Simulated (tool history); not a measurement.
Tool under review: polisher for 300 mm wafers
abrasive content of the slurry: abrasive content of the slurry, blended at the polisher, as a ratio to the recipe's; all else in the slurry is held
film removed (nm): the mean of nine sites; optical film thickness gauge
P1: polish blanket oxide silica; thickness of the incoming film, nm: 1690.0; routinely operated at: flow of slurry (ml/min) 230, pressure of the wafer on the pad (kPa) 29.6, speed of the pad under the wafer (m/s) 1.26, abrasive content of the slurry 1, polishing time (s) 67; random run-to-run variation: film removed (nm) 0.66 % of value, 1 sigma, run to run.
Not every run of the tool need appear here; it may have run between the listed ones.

| run | day | flow of slurry (ml/min) | pressure of the wafer on the pad (kPa) | speed of the pad under the wafer (m/s) | abrasive content of the slurry | polishing time (s) | wafers polished on this pad | hours since the slurry nozzle was cleaned | hours since the head pressure was calibrated | hours since the slurry blender was calibrated | hours since the conditioning disc was replaced | film removed (nm) |
|---|---|---|---|---|---|---|---|---|---|---|---|---|
| 1 | 0.208 | 230 | 29.6 | 1.26 | 1 | 67 | 423 | 699.7 | 804.8 | 68.1 | 43.7 | 280.74 |
| 2 | 0.421 | 230 | 29.6 | 1.26 | 1 | 35 | 477 | 704.8 | 809.9 | 73.2 | 48.8 | 146.48 |
| 3 | 0.654 | 230 | 42.7 | 1.26 | 1 | 67 | 535 | 710.4 | 815.5 | 78.8 | 54.4 | 401.76 |
| 4 | 0.825 | 230 | 29.6 | 1.26 | 1 | 67 | 578 | 714.5 | 819.6 | 82.9 | 58.5 | 282.13 |
| 5 | 0.979 | 140 | 22.8 | 1.26 | 1 | 67 | 617 | 718.2 | 823.3 | 86.6 | 62.2 | 198.12 |
| 6 | 1.188 | 230 | 29.6 | 1.26 | 1 | 67 | 670 | 723.2 | 828.3 | 91.6 | 67.2 | 282.76 |
| 7 | 1.421 | 230 | 29.6 | 1.26 | 1 | 84 | 728 | 728.8 | 833.9 | 97.2 | 72.8 | 350.93 |
| 8 | 1.617 | 230 | 29.6 | 1.26 | 0.8 | 51 | 778 | 733.5 | 838.6 | 101.9 | 77.5 | 190.84 |
| 9 | 1.8 | 140 | 29.6 | 1.26 | 1 | 67 | 824 | 737.9 | 843 | 106.3 | 81.9 | 259.94 |
| 10 | 2.054 | 230 | 29.6 | 1.64 | 1 | 67 | 888 | 744 | 849.1 | 112.4 | 88 | 344.52 |
| 11 | 2.271 | 230 | 29.6 | 1.26 | 1.45 | 67 | 942 | 749.2 | 854.3 | 117.6 | 93.2 | 329.66 |
| 12 | 2.492 | 230 | 29.6 | 1.26 | 0.5 | 67 | 998 | 754.5 | 859.6 | 122.9 | 98.5 | 192.69 |
| 13 | 2.679 | 230 | 29.6 | 0.56 | 1 | 67 | 1045 | 759 | 864.1 | 127.4 | 103 | 145.57 |
|  | 2.733 | slurry blender recalibrated |
| 14 | 2.817 | 230 | 29.6 | 1.26 | 1 | 67 | 1079 | 762.3 | 867.4 | 2 | 106.3 | 281.27 |
| 15 | 3.021 | 230 | 29.6 | 1.26 | 1 | 67 | 1131 | 767.2 | 872.3 | 6.9 | 111.2 | 277.61 |
| 16 | 3.238 | 360 | 29.6 | 1.26 | 1 | 67 | 1185 | 772.4 | 877.5 | 12.1 | 116.4 | 294.31 |
|  | 3.271 | conditioning disc replaced and pad reconditioned |
| 17 | 3.421 | 230 | 14.5 | 1.26 | 1 | 67 | 1232 | 776.8 | 881.9 | 16.5 | 3.6 | 137.39 |
| 18 | 3.55 | 230 | 29.6 | 1.26 | 1 | 67 | 1264 | 779.9 | 885 | 19.6 | 6.7 | 279.14 |
| 19 | 3.704 | 230 | 29.6 | 1.26 | 1 | 67 | 1303 | 783.6 | 888.7 | 23.3 | 10.4 | 278.07 |
| 20 | 3.938 | 230 | 29.6 | 1.26 | 1 | 67 | 1362 | 789.2 | 894.3 | 28.9 | 16 | 269.11 |
| 21 | 4.121 | 230 | 29.6 | 1.26 | 1 | 67 | 1408 | 793.6 | 898.7 | 33.3 | 20.4 | 262.53 |
| 22 | 4.35 | 230 | 29.6 | 1.26 | 1 | 67 | 1465 | 799.1 | 904.2 | 38.8 | 25.9 | 253.67 |
| 23 | 4.617 | 230 | 29.6 | 1.26 | 1 | 67 | 1532 | 805.5 | 910.6 | 45.2 | 32.3 | 252.3 |
|  | 4.804 | head pressure recalibrated |
|  | 4.812 | conditioning disc replaced and pad reconditioned |
|  | 4.833 | slurry nozzle cleaned |
| 24 | 4.892 | 230 | 29.6 | 1.26 | 1 | 67 | 1602 | 1.5 | 2.2 | 51.8 | 2 | 248.75 |
| 25 | 5.167 | 230 | 29.6 | 1.26 | 1 | 67 | 1671 | 8.1 | 8.8 | 58.4 | 8.6 | 248.47 |
| 26 | 5.3 | 230 | 29.6 | 1.26 | 1 | 67 | 1704 | 11.3 | 12 | 61.6 | 11.8 | 246.03 |
| 27 | 5.508 | 230 | 29.6 | 1.26 | 1 | 67 | 1757 | 16.3 | 17 | 66.6 | 16.8 | 245.62 |
| 28 | 5.692 | 230 | 29.6 | 1.26 | 1 | 67 | 1803 | 20.7 | 21.4 | 71 | 21.2 | 249.23 |
| 29 | 5.908 | 230 | 29.6 | 1.26 | 1 | 67 | 1858 | 25.9 | 26.6 | 76.2 | 26.4 | 246.22 |

What P1 gives has crept off from where it sat before. The 2 causes that follow fit the log equally well, each at the size noted:
A: removal rate lost through wear of the pad, % = 12.1
B: abrasive missing from the slurry, % = 23.2
The creep began at about day 3.704.
The rest of the possible causes, and what rules out each one:
slurry flow missing at the pad, %: serviced at day 4.833, after the drift had started, without restoring the earlier output
head's pressure below its setpoint, %: serviced at day 4.804, after the drift had started, without restoring the earlier output
time polished since the conditioner stopped cutting, s: serviced at day 4.812, after the drift had started, without restoring the earlier output

Consider the 4 check runs below, whose results appear as question marks and each of which averages 3 wafers. Which one distinguishes the causes, in that each cause would give it a clearly different result?
| check 1 | 6.125 | 355 | 29.6 | 1.58 | 1 | 67 |  |  |  |  |  | ? |
| check 2 | 6.125 | 140 | 29.6 | 1.26 | 0.65 | 67 |  |  |  |  |  | ? |
| check 3 | 6.125 | 230 | 40 | 0.58 | 1 | 67 |  |  |  |  |  | ? |
| check 4 | 6.125 | 230 | 14.5 | 0.88 | 1 | 67 |  |  |  |  |  | ? |

What each check would give under each cause:
| check | result | if A | if B |
|---|---|---|---|
| check 1 | film removed (nm) | 307.66 | 307.75 |
| check 2 | film removed (nm) | 183.9 | 178.86 |
| check 3 | film removed (nm) | 178.62 | 178.68 |
| check 4 | film removed (nm) | 90.276 | 90.304 |
Distance between the nearest two causes, measured in the result of the check that separates them most: check 1 0.03 %; check 2 2.78 %; check 3 0.03 %; check 4 0.03 %
The other checks would show nearly matching results whichever cause is true, so check 2 is the only one that separates the causes.

Then check 2 was run and gave: film removed (nm) 182.9. Which cause is it?

It was cause A: removal rate lost through wear of the pad, %.
